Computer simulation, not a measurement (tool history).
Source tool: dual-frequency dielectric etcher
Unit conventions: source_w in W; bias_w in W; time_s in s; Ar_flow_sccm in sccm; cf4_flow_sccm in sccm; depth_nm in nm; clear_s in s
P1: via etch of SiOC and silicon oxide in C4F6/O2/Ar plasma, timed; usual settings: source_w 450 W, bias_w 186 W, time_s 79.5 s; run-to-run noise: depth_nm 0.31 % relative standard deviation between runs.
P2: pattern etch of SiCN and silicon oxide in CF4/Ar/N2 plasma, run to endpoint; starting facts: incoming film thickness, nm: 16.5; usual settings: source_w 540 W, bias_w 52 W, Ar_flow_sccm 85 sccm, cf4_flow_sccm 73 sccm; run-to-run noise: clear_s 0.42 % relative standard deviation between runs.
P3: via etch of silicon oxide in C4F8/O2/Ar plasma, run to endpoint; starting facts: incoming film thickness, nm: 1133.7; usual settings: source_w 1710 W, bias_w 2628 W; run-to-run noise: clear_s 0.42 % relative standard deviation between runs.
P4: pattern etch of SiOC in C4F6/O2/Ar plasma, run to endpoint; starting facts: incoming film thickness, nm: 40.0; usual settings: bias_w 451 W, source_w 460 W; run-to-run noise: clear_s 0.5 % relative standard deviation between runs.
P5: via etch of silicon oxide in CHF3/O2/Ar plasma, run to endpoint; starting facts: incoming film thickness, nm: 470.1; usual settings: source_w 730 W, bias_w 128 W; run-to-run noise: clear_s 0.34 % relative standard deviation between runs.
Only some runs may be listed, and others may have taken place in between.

run   hour  process  source_w  bias_w  time_s  Ar_flow_sccm  cf4_flow_sccm  hours since the last wet clean  hours since the last source power generator calibration  hours since the last bias power generator calibration  depth_nm  clear_s
  1      5       P1       450     186    79.5                                                        222.3                                                   2752.6                                                 1382.8    96.161
  2    9.2       P3      1710    1590                                                                226.5                                                   2756.8                                                   1387             256.59
  3   14.6       P2       540      52                   110             73                           231.9                                                   2762.2                                                 1392.4             17.443
  4   18.4       P4       460     585                                                                235.7                                                     2766                                                 1396.2             11.979
  5     22       P1       310     186      63                                                        239.3                                                   2769.6                                                 1399.8    66.142
  6   27.5       P1       450     186   104.5                                                        244.8                                                   2775.1                                                 1405.3    126.66
  7     34       P1       550     146    79.5                                                        251.3                                                   2781.6                                                 1411.8    96.571
  8   38.8       P1       450     255    79.5                                                        256.1                                                   2786.4                                                 1416.6    106.53
  9     43       P1       450     186    79.5                                                        260.3                                                   2790.6                                                 1420.8    95.642
 10   48.9       P1       450     186    79.5                                                        266.2                                                   2796.5                                                 1426.7    96.006
 11   55.1       P4       460     451                                                                272.4                                                   2802.7                                                 1432.9             13.248
 12   60.1       P1       450     186    79.5                                                        277.4                                                   2807.7                                                 1437.9     96.75
 13   64.8       P1       450     130    79.5                                                        282.1                                                   2812.4                                                 1442.6    86.107
 14   71.5       P2       330      52                    85             73                           288.8                                                   2819.1                                                 1449.3             25.991
 15   74.6       P2       540      52                    85             53                           291.9                                                   2822.2                                                 1452.4             17.549
 16   77.7       P1       450     186    79.5                                                          295                                                   2825.3                                                 1455.5    95.816
 17   81.6       P3      1710    2628                                                                298.9                                                   2829.2                                                 1459.4             220.71
 18   86.8       P3      1200    2628                                                                304.1                                                   2834.4                                                 1464.6             252.39
 19   90.7       P3      1710    2628                                                                  308                                                   2838.3                                                 1468.5             221.19
 20   97.2       P1       450     186      54                                                        314.5                                                   2844.8                                                   1475     65.32
 21  100.5       P2       540      37                    85             73                           317.8                                                   2848.1                                                 1478.3             18.448
 22  106.5       P1       450     186    79.5                                                        323.8                                                   2854.1                                                 1484.3    96.105
 23  111.2       P1       610     186    79.5                                                        328.5                                                   2858.8                                                   1489    108.81
 24  115.9       P5       980     128                                                                333.2                                                   2863.5                                                 1493.7             226.75
 25  120.4       P5       730     180                                                                337.7                                                     2868                                                 1498.2             228.35
 26  126.7       P2       540      52                    85             73                             344                                                   2874.3                                                 1504.5             16.531
 27  129.6       P1       270     186    79.5                                                        346.9                                                   2877.2                                                 1507.4    79.066
 28  134.2       P5       730     128                                                                351.5                                                   2881.8                                                   1512             256.47
 29  138.8       P4       330     451                                                                356.1                                                   2886.4                                                 1516.6              14.84

Expected results for the next run?
 30  145.3       P1       450     186    79.5                                                        362.6                                                   2892.9                                                 1523.1         ?

{"run 30": {"depth_nm": 96.865}}

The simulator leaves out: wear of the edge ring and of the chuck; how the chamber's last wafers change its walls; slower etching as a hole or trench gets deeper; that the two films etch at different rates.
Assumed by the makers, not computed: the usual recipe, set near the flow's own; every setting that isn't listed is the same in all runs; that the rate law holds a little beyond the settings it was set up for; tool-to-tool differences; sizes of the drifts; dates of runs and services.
